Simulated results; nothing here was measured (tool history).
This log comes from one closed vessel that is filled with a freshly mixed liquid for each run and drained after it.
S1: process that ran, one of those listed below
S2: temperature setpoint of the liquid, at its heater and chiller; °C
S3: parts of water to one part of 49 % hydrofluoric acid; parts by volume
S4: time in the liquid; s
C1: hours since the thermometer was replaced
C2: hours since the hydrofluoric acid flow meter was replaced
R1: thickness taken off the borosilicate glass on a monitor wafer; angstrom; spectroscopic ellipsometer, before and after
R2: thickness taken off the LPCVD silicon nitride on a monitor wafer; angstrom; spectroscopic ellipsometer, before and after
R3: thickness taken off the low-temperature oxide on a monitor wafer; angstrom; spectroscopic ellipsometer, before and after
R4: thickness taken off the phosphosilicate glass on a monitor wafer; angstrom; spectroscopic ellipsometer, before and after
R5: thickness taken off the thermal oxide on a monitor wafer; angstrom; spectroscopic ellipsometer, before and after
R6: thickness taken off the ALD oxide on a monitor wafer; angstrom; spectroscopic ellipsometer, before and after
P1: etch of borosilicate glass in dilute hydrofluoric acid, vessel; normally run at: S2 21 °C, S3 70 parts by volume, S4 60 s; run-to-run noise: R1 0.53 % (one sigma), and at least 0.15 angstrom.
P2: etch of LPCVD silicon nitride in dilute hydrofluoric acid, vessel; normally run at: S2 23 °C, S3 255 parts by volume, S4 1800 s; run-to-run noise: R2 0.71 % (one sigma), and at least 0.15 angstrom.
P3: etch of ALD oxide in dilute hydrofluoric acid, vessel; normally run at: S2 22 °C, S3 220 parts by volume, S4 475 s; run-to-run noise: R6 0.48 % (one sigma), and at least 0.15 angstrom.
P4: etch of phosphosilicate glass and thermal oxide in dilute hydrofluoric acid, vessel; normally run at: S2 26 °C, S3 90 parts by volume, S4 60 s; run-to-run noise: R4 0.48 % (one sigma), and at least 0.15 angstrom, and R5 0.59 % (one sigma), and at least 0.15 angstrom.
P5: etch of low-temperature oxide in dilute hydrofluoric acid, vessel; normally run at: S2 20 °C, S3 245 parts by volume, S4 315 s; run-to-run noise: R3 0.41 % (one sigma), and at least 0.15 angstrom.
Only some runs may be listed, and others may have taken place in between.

{"run": 1, "hour": 4.1, "S1": "P1", "S2": 21, "S3": 70, "S4": 60, "C1": 1913.8, "C2": 105, "R1": 308.99}
{"run": 2, "hour": 8.1, "S1": "P2", "S2": 23, "S3": 255, "S4": 1800, "C1": 1917.8, "C2": 109, "R2": 35.029}
{"run": 3, "hour": 16.5, "S1": "P1", "S2": 21, "S3": 70, "S4": 30, "C1": 1926.2, "C2": 117.4, "R1": 155.23}
{"run": 4, "hour": 24.2, "S1": "P5", "S2": 20, "S3": 245, "S4": 315, "C1": 1933.9, "C2": 125.1, "R3": 197.65}
{"run": 5, "hour": 29.7, "S1": "P1", "S2": 26, "S3": 110, "S4": 60, "C1": 1939.4, "C2": 130.6, "R1": 231.8}
{"run": 6, "hour": 35.4, "S1": "P4", "S2": 26, "S3": 90, "S4": 60, "C1": 1945.1, "C2": 136.3, "R4": 1003.8, "R5": 37.432}
{"run": 7, "hour": 40.8, "S1": "P2", "S2": 23, "S3": 255, "S4": 1800, "C1": 1950.5, "C2": 141.7, "R2": 35.04}
{"run": 8, "hour": 45.3, "S1": "P5", "S2": 20, "S3": 245, "S4": 315, "C1": 1955, "C2": 146.2, "R3": 196.86}
{"run": 9, "hour": 49.6, "S1": "P1", "S2": 27, "S3": 40, "S4": 60, "C1": 1959.3, "C2": 150.5, "R1": 721.66}
{"run": 10, "hour": 56.8, "S1": "P4", "S2": 18, "S3": 90, "S4": 60, "C1": 1966.5, "C2": 157.7, "R4": 727.54, "R5": 27.137}
{"run": 11, "hour": 61.4, "S1": "P1", "S2": 21, "S3": 70, "S4": 60, "C1": 1971.1, "C2": 162.3, "R1": 313.47}
{"run": 12, "hour": 69.9, "S1": "P3", "S2": 17, "S3": 220, "S4": 475, "C1": 1979.6, "C2": 170.8, "R6": 248.66}
{"run": 13, "hour": 77.0, "S1": "P2", "S2": 23, "S3": 255, "S4": 685, "C1": 1986.7, "C2": 177.9, "R2": 13.078}
{"run": 14, "hour": 84.1, "S1": "P1", "S2": 17, "S3": 70, "S4": 60, "C1": 1993.8, "C2": 185, "R1": 263.56}
{"run": 15, "hour": 92.0, "S1": "P3", "S2": 22, "S3": 220, "S4": 475, "C1": 2001.7, "C2": 192.9, "R6": 304.86}
{"run": 16, "hour": 96.3, "S1": "P5", "S2": 17, "S3": 245, "S4": 315, "C1": 2006, "C2": 197.2, "R3": 174.91}
{"run": 17, "hour": 104.7, "S1": "P1", "S2": 21, "S3": 100, "S4": 60, "C1": 2014.4, "C2": 205.6, "R1": 211.55}
{"hour": 108.1, "done": "hydrofluoric acid flow meter replaced"}
{"run": 18, "hour": 111.6, "S1": "P5", "S2": 20, "S3": 45, "S4": 315, "C1": 2021.3, "C2": 3.5, "R3": 1326}
{"run": 19, "hour": 118.2, "S1": "P2", "S2": 17, "S3": 255, "S4": 1800, "C1": 2027.9, "C2": 10.1, "R2": 24.033}
{"run": 20, "hour": 125.4, "S1": "P1", "S2": 21, "S3": 25, "S4": 60, "C1": 2035.1, "C2": 17.3, "R1": 922.79}
{"run": 21, "hour": 134.0, "S1": "P3", "S2": 22, "S3": 220, "S4": 80, "C1": 2043.7, "C2": 25.9, "R6": 51.531}
{"run": 22, "hour": 142.7, "S1": "P5", "S2": 20, "S3": 245, "S4": 545, "C1": 2052.4, "C2": 34.6, "R3": 343.47}
{"run": 23, "hour": 150.2, "S1": "P1", "S2": 21, "S3": 70, "S4": 60, "C1": 2059.9, "C2": 42.1, "R1": 310.67}
{"run": 24, "hour": 155.9, "S1": "P4", "S2": 26, "S3": 55, "S4": 60, "C1": 2065.6, "C2": 47.8, "R4": 1720.7, "R5": 64.407}
{"run": 25, "hour": 162.0, "S1": "P1", "S2": 26, "S3": 70, "S4": 60, "C1": 2071.7, "C2": 53.9, "R1": 383.85}
{"run": 26, "hour": 166.5, "S1": "P4", "S2": 26, "S3": 90, "S4": 60, "C1": 2076.2, "C2": 58.4, "R4": 1011.3, "R5": 37.087}
{"run": 27, "hour": 173.1, "S1": "P1", "S2": 21, "S3": 70, "S4": 110, "C1": 2082.8, "C2": 65, "R1": 570.51}
{"run": 28, "hour": 180.6, "S1": "P3", "S2": 22, "S3": 325, "S4": 475, "C1": 2090.3, "C2": 72.5, "R6": 186.24}
{"run": 29, "hour": 188.5, "S1": "P4", "S2": 26, "S3": 90, "S4": 105, "C1": 2098.2, "C2": 80.4, "R4": 1767.9, "R5": 65.638}
{"run": 30, "hour": 193.2, "S1": "P1", "S2": 21, "S3": 70, "S4": 60, "C1": 2102.9, "C2": 85.1, "R1": 308.89}
{"run": 31, "hour": 197.7, "S1": "P2", "S2": 23, "S3": 55, "S4": 1800, "C1": 2107.4, "C2": 89.6, "R2": 160.11}
{"run": 32, "hour": 202.5, "S1": "P1", "S2": 21, "S3": 70, "S4": 60, "C1": 2112.2, "C2": 94.4, "R1": 309.35}
{"run": 33, "hour": 207.3, "S1": "P1", "S2": 21, "S3": 70, "S4": 60, "C1": 2117, "C2": 99.2, "R1": 302.11}
{"run": 34, "hour": 215.8, "S1": "P1", "S2": 21, "S3": 70, "S4": 60, "C1": 2125.5, "C2": 107.7, "R1": 297.08}
{"run": 35, "hour": 220.5, "S1": "P1", "S2": 21, "S3": 70, "S4": 60, "C1": 2130.2, "C2": 112.4, "R1": 296.21}
{"run": 36, "hour": 224.5, "S1": "P1", "S2": 21, "S3": 70, "S4": 60, "C1": 2134.2, "C2": 116.4, "R1": 290.59}
{"run": 37, "hour": 228.5, "S1": "P1", "S2": 21, "S3": 70, "S4": 60, "C1": 2138.2, "C2": 120.4, "R1": 290}
{"run": 38, "hour": 234.4, "S1": "P1", "S2": 21, "S3": 70, "S4": 60, "C1": 2144.1, "C2": 126.3, "R1": 287.46}
{"run": 39, "hour": 242.4, "S1": "P1", "S2": 21, "S3": 70, "S4": 60, "C1": 2152.1, "C2": 134.3, "R1": 289.76}
{"run": 40, "hour": 246.9, "S1": "P1", "S2": 21, "S3": 70, "S4": 60, "C1": 2156.6, "C2": 138.8, "R1": 289.35}
{"run": 41, "hour": 254.8, "S1": "P1", "S2": 21, "S3": 70, "S4": 60, "C1": 2164.5, "C2": 146.7, "R1": 285.95}
{"run": 42, "hour": 261.1, "S1": "P1", "S2": 21, "S3": 70, "S4": 60, "C1": 2170.8, "C2": 153, "R1": 288.58}
{"run": 43, "hour": 268.7, "S1": "P1", "S2": 21, "S3": 70, "S4": 60, "C1": 2178.4, "C2": 160.6, "R1": 284.53}

P1 has crept away from where it was. The log is fitted equally well by each of these 2 causes, at the sizes shown:
A: liquid colder than its thermometer reads (K) = 2.02
B: hydrofluoric acid flow below the setpoint (%) = 7.49
The onset of the drift is placed at about hour 202.5.

Below are 4 check runs, each on a single wafer, with their results shown as question marks. Which of them would tell the listed causes apart, meaning the causes would give clearly different results under it?
{"run": "check 1", "hour": 276.3, "S1": "P2", "S2": 19, "S3": 85, "S4": 1800, "R2": "?"}
{"run": "check 2", "hour": 276.3, "S1": "P3", "S2": 17, "S3": 220, "S4": 110, "R6": "?"}
{"run": "check 3", "hour": 276.3, "S1": "P4", "S2": 26, "S3": 65, "S4": 60, "R4": "?", "R5": "?"}
{"run": "check 4", "hour": 276.3, "S1": "P5", "S2": 20, "S3": 70, "S4": 315, "R3": "?"}

Check results expected under each cause:
check=check_1 result=R2 if_A=68.554 if_B=73.142
check=check_2 result=R6 if_A=53.434 if_B=52.74
check=check_3 result=R4 if_A=1334.1 if_B=1329.5
check=check_3 result=R5 if_A=49.794 if_B=49.622
check=check_4 result=R3 if_A=760.27 if_B=760.92
Minimum pairwise separation of causes per check, each pair taken at its best-separating result: check 1 6.48 %; check 2 1.31 %; check 3 0.35 %; check 4 0.09 %
The causes can be told apart only by check 1. The other checks would give nearly the same results under each of them.

Here is what check 1 returned: R2 68.087 angstrom. Which cause is it?

The cause is A: liquid colder than its thermometer reads (K).
